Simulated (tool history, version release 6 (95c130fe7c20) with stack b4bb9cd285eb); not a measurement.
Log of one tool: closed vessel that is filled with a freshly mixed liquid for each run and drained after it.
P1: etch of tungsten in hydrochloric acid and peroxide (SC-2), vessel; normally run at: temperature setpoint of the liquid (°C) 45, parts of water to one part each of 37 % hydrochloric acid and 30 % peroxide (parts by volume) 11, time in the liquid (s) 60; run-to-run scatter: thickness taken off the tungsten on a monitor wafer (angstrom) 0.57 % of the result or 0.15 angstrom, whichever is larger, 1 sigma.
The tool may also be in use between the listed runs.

run   hour  temperature setpoint of the liquid (°C)  parts of water to one part each of 37 % hydrochloric acid and 30 % peroxide (parts by volume)  time in the liquid (s)  thickness taken off the tungsten on a monitor wafer (angstrom)
  1    8.3                                       45                                                                                             11                      60                                                          149.33
  2   15.5                                       45                                                                                             11                      85                                                          208.33
  3   22.5                                       45                                                                                             11                      60                                                          149.91
      25.6  -- chemicals flow meter replaced
  4     33                                       45                                                                                             11                      60                                                          149.12
  5   43.9                                       45                                                                                              4                      60                                                          324.29
  6   50.9                                       60                                                                                            5.5                      60                                                          690.38
  7   62.7                                       55                                                                                             11                      60                                                          285.88
  8     72                                       45                                                                                             11                      60                                                          148.07
  9   79.9                                       45                                                                                             11                      60                                                          148.37
 10   87.3                                       35                                                                                             11                      60                                                          73.316
 11   95.9                                       45                                                                                           16.5                     105                                                          182.55
 12    107                                       45                                                                                             11                      30                                                          74.428
 13  118.7                                       45                                                                                           19.5                      60                                                          89.614
 14  124.9                                       45                                                                                             11                      60                                                          148.27
 15  137.4                                       45                                                                                             11                      60                                                          153.61
 16  147.8                                       45                                                                                             11                      60                                                          156.34
 17  156.2                                       45                                                                                             11                      60                                                          157.88
 18    169                                       45                                                                                             11                      60                                                          160.74
 19  182.3                                       45                                                                                             11                      60                                                          160.42
 20  195.7                                       45                                                                                             11                      60                                                          161.82
 21  205.1                                       45                                                                                             11                      60                                                          162.54

The next listed run, before its measurement:
 22  211.7                                       45                                                                                             11                      60                                                               ?

Run 22 gave thickness taken off the tungsten on a monitor wafer (angstrom) 161.81.
